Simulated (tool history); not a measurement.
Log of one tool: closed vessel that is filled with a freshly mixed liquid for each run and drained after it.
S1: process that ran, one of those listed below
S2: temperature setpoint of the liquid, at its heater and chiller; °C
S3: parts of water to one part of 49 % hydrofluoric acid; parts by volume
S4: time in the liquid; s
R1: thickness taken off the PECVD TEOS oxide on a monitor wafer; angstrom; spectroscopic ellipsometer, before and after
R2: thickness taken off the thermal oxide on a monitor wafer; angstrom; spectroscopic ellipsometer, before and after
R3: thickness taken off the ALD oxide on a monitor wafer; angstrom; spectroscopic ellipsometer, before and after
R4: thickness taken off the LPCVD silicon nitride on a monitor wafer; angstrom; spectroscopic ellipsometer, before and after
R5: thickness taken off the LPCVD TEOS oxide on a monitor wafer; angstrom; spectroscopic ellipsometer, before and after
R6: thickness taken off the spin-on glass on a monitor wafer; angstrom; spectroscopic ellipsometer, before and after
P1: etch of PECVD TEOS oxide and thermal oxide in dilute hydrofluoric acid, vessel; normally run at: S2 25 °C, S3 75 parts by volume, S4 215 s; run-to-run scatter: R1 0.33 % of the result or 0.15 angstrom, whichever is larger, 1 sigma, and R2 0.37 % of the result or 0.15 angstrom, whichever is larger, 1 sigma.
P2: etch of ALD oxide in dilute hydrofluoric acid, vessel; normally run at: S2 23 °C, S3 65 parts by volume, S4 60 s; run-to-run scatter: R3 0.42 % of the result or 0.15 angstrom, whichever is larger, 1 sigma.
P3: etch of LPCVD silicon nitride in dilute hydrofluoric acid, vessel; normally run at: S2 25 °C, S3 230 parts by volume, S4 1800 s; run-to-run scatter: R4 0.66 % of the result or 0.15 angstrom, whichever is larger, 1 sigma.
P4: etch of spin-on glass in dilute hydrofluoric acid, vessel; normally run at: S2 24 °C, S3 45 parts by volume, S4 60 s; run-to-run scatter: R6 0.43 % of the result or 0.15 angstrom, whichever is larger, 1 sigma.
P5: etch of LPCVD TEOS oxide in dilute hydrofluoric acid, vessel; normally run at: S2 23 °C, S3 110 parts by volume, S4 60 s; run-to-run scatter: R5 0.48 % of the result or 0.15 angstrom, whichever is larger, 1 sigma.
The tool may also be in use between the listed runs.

| run | hour | S1 | S2 | S3 | S4 | R1 | R2 | R3 | R4 | R5 | R6 |
|---|---|---|---|---|---|---|---|---|---|---|---|
| 1 | 4.4 | P1 | 25 | 75 | 215 | 499.64 | 141.09 |  |  |  |  |
| 2 | 9.3 | P2 | 23 | 65 | 90 |  |  | 302.44 |  |  |  |
| 3 | 12.7 | P3 | 25 | 230 | 1800 |  |  |  | 39.051 |  |  |
| 4 | 18.9 | P1 | 19 | 75 | 215 | 391.69 | 109.59 |  |  |  |  |
| 5 | 22.7 | P2 | 23 | 110 | 60 |  |  | 113.28 |  |  |  |
| 6 | 28.6 | P5 | 23 | 110 | 30 |  |  |  |  | 80.857 |  |
| 7 | 34.8 | P1 | 25 | 75 | 215 | 496.32 | 141.22 |  |  |  |  |
| 8 | 38.4 | P2 | 23 | 65 | 60 |  |  | 201.59 |  |  |  |
| 9 | 45 | P5 | 28.5 | 110 | 60 |  |  |  |  | 200.78 |  |
| 10 | 52.2 | P1 | 25 | 75 | 215 | 499.77 | 141 |  |  |  |  |
| 11 | 58.9 | P4 | 24 | 45 | 30 |  |  |  |  |  | 269.31 |
|  | 59.6 | hydrofluoric acid flow meter replaced |
| 12 | 66 | P3 | 29 | 230 | 1800 |  |  |  | 49.786 |  |  |
| 13 | 69.5 | P2 | 31.5 | 65 | 60 |  |  | 283.24 |  |  |  |
| 14 | 73.5 | P4 | 32 | 45 | 60 |  |  |  |  |  | 739.05 |
| 15 | 77.6 | P4 | 24 | 25 | 60 |  |  |  |  |  | 995.65 |
| 16 | 82.1 | P3 | 25 | 425 | 1800 |  |  |  | 21.653 |  |  |
| 17 | 88.6 | P1 | 25 | 75 | 365 | 847.72 | 239.44 |  |  |  |  |
| 18 | 93.9 | P1 | 25 | 20 | 215 | 1999 | 573 |  |  |  |  |
| 19 | 97.4 | P3 | 25 | 230 | 3465 |  |  |  | 75.38 |  |  |
| 20 | 104.8 | P3 | 25 | 230 | 1800 |  |  |  | 38.71 |  |  |
| 21 | 109.2 | P1 | 25 | 75 | 40 | 92.801 | 25.883 |  |  |  |  |
| 22 | 115.1 | P1 | 25 | 130 | 215 | 267.9 | 76.421 |  |  |  |  |
| 23 | 122.8 | P5 | 23 | 110 | 60 |  |  |  |  | 162.23 |  |
| 24 | 126.4 | P1 | 32 | 75 | 30 | 91.181 | 25.864 |  |  |  |  |
| 25 | 130.8 | P4 | 24 | 45 | 60 |  |  |  |  |  | 537.82 |
| 26 | 135.5 | P1 | 25 | 75 | 215 | 498.9 | 140.1 |  |  |  |  |
| 27 | 142.9 | P5 | 23 | 110 | 60 |  |  |  |  | 161.87 |  |
| 28 | 149.7 | P1 | 30.5 | 75 | 215 | 619.82 | 174.16 |  |  |  |  |
| 29 | 155.3 | P5 | 23 | 190 | 60 |  |  |  |  | 85.846 |  |
| 30 | 160.3 | P1 | 25 | 75 | 215 | 497.15 | 139.81 |  |  |  |  |
| 31 | 167.2 | P1 | 25 | 75 | 215 | 498.91 | 141.5 |  |  |  |  |
| 32 | 173.5 | P1 | 25 | 75 | 215 | 479.07 | 134.48 |  |  |  |  |
| 33 | 177.9 | P1 | 25 | 75 | 215 | 470.08 | 132.37 |  |  |  |  |
| 34 | 182.2 | P1 | 25 | 75 | 215 | 465.46 | 131.43 |  |  |  |  |
| 35 | 187 | P1 | 25 | 75 | 215 | 464.78 | 131.36 |  |  |  |  |
| 36 | 193.4 | P1 | 25 | 75 | 215 | 462.29 | 129.85 |  |  |  |  |
| 37 | 198.9 | P1 | 25 | 75 | 215 | 460.97 | 129.42 |  |  |  |  |

What P1 gives has crept away from where it was. These 2 causes fit the log equally well, each at the size given:
A: liquid colder than its thermometer reads (K) = 1.99
B: hydrofluoric acid flow below the setpoint (%) = 7
The creep began at about hour 167.2.

4 check runs are offered, each on 3 wafers whose results are averaged, their results left as question marks. Which one tells the causes apart?
| check 1 | 204.4 | P3 | 25 | 410 | 1800 |  |  |  | ? |  |  |
| check 2 | 204.4 | P2 | 23 | 100 | 60 |  |  | ? |  |  |  |
| check 3 | 204.4 | P4 | 31 | 45 | 60 |  |  |  |  |  | ? |
| check 4 | 204.4 | P5 | 27.5 | 110 | 30 |  |  |  |  | ? |  |

What each check would give under each cause:
| check | result | if A | if B |
|---|---|---|---|
| check 1 | R4 | 19.626 | 20.528 |
| check 2 | R3 | 116.37 | 116.22 |
| check 3 | R6 | 659.09 | 659.4 |
| check 4 | R5 | 89.453 | 88.836 |
How far apart the two closest causes lie, in the result that separates them most: check 1 4.49 %; check 2 0.13 %; check 3 0.05 %; check 4 0.69 %
Only check 1 tells the causes apart: in the others they would give nearly the same result.

Then check 1 was run and gave: R4 19.717 angstrom. Which cause is it?

It is A: liquid colder than its thermometer reads (K).
